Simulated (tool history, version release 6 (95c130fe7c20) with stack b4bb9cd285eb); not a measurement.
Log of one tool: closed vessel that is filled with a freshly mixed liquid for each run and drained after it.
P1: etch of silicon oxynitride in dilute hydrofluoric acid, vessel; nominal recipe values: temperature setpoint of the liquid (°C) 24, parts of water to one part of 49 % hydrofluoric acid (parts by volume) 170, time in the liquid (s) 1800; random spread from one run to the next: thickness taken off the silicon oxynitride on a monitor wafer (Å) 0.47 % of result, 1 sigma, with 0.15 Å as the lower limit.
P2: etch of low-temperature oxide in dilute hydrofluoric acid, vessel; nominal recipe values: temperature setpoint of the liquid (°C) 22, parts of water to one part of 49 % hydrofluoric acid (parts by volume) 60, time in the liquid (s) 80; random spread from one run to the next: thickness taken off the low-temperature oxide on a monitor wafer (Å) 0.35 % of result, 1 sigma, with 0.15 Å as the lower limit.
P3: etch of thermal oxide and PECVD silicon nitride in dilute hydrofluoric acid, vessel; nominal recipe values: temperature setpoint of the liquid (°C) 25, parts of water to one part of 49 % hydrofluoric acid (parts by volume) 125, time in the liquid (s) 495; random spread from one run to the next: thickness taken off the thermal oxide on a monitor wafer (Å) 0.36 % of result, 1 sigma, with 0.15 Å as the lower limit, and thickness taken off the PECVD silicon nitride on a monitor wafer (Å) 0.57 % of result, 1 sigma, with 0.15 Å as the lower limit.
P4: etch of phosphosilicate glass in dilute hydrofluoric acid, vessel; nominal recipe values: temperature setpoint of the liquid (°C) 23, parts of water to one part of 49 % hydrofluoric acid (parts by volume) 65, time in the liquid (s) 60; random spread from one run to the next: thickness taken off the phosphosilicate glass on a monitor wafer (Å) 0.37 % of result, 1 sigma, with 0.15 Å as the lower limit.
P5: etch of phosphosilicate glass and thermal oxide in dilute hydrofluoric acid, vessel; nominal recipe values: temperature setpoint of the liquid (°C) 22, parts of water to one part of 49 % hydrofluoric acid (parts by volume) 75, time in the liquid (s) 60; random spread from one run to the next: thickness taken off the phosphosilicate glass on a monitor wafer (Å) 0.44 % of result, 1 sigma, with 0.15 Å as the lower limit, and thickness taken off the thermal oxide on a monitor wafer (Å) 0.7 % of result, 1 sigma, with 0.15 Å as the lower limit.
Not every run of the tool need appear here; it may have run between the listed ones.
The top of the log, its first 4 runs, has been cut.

| run | hour | process that ran | temperature setpoint of the liquid (°C) | parts of water to one part of 49 % hydrofluoric acid (parts by volume) | time in the liquid (s) | hours since the thermometer was replaced | hours since the hydrofluoric acid flow meter was replaced | thickness taken off the silicon oxynitride on a monitor wafer (Å) | thickness taken off the phosphosilicate glass on a monitor wafer (Å) | thickness taken off the thermal oxide on a monitor wafer (Å) | thickness taken off the PECVD silicon nitride on a monitor wafer (Å) | thickness taken off the low-temperature oxide on a monitor wafer (Å) |
|---|---|---|---|---|---|---|---|---|---|---|---|---|
| 5 | 46 | P3 | 25 | 35 | 495 | 1912.9 | 834.9 |  |  | 757.02 | 678.1 |  |
| 6 | 52.3 | P1 | 29 | 170 | 765 | 1919.2 | 841.2 | 130.16 |  |  |  |  |
| 7 | 63.3 | P1 | 24 | 170 | 1800 | 1930.2 | 852.2 | 245.68 |  |  |  |  |
| 8 | 73.4 | P3 | 25 | 125 | 30 | 1940.3 | 862.3 |  |  | 11.195 | 11.434 |  |
| 9 | 81.5 | P4 | 23 | 65 | 60 | 1948.4 | 870.4 |  | 1204.5 |  |  |  |
| 10 | 92.5 | P1 | 19 | 170 | 1800 | 1959.4 | 881.4 | 196.18 |  |  |  |  |
| 11 | 101.7 | P4 | 23 | 65 | 30 | 1968.6 | 890.6 |  | 599.74 |  |  |  |
| 12 | 111.1 | P1 | 31 | 235 | 1800 | 1978 | 900 | 228.73 |  |  |  |  |
| 13 | 121 | P5 | 22 | 75 | 95 | 1987.9 | 909.9 |  | 1750.1 | 59.532 |  |  |
| 14 | 133.2 | P3 | 25 | 125 | 495 | 2000.1 | 922.1 |  |  | 189.35 | 193.06 |  |
| 15 | 143.2 | P2 | 22 | 25 | 80 | 2010.1 | 932.1 |  |  |  |  | 462.16 |
| 16 | 153.6 | P2 | 22 | 60 | 35 | 2020.5 | 942.5 |  |  |  |  | 80.921 |
| 17 | 160 | P5 | 22 | 75 | 60 | 2026.9 | 948.9 |  | 1110 | 37.27 |  |  |
| 18 | 168.5 | P1 | 24 | 170 | 1800 | 2035.4 | 957.4 | 245.47 |  |  |  |  |
| 19 | 180.6 | P1 | 24 | 170 | 560 | 2047.5 | 969.5 | 76.249 |  |  |  |  |
| 20 | 193.4 | P1 | 24 | 260 | 1800 | 2060.3 | 982.3 | 151.22 |  |  |  |  |
| 21 | 200.8 | P4 | 27.5 | 65 | 60 | 2067.7 | 989.7 |  | 1441.2 |  |  |  |
| 22 | 211.2 | P1 | 24 | 170 | 1800 | 2078.1 | 1000.1 | 245.64 |  |  |  |  |

Run 23, settings as shown, results not yet in. Your forecast:
| 23 | 218.5 | P1 | 28 | 170 | 1800 | 2085.4 | 1007.4 | ? |  |  |  |  |

Run 23 produced thickness taken off the silicon oxynitride on a monitor wafer (Å) 293.9.
